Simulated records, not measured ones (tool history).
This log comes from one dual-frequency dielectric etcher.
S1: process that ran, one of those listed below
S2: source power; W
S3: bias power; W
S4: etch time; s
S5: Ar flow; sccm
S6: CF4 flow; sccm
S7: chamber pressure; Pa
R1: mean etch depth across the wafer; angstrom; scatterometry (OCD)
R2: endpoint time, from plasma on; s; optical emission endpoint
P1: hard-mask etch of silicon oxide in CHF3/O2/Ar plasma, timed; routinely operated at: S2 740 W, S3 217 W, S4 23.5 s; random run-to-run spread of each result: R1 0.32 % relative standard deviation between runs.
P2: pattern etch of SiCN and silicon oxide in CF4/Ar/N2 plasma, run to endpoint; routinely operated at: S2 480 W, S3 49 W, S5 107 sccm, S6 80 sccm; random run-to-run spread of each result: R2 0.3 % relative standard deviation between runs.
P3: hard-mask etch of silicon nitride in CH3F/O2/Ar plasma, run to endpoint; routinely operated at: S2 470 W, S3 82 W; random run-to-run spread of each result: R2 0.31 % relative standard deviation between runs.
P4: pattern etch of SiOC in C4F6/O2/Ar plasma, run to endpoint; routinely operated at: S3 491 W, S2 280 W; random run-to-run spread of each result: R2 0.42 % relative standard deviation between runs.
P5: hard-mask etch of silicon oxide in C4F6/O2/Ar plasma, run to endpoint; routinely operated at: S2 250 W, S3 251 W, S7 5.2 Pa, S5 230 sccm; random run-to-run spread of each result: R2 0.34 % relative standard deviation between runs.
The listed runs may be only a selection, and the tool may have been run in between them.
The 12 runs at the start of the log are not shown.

run   hour  S1    S2   S3    S4   S5  S6   S7      R1       R2
 13   58.6  P2   480   49        107  80                17.895
 14   64.0  P3   350   82                               81.879
 15   67.6  P5   310  251        230      5.2           97.684
 16   70.6  P1   740  170  23.5                497.08
 17   74.1  P1   740  217  23.5                541.03
 18   79.2  P5   250  251        230      5.2          105.750
 19   82.3  P1   740  217  23.5                542.03
 20   87.2  P5   250  251        230      7.1          110.690
 21   93.3  P4   360  491                               12.864
 22   99.5  P1   500  217  23.5                466.07
 23  105.2  P1  1010  217  16.0                415.33
 24  110.0  P4   280  491                               14.134
 25  114.4  P4   280  584                               13.230
 26  120.2  P2   480   36        107  80                19.579
 27  126.4  P3   470   54                               84.574
 28  130.3  P1   740  217  13.0                297.09
 29  134.8  P1   740  272  23.5                581.09
 30  140.1  P1   740  217  23.5                539.76

Run 31 has not been measured yet. What should we expect?
 31  143.2  P1  740  217  23.5               ?

R1: 536.35 angstrom
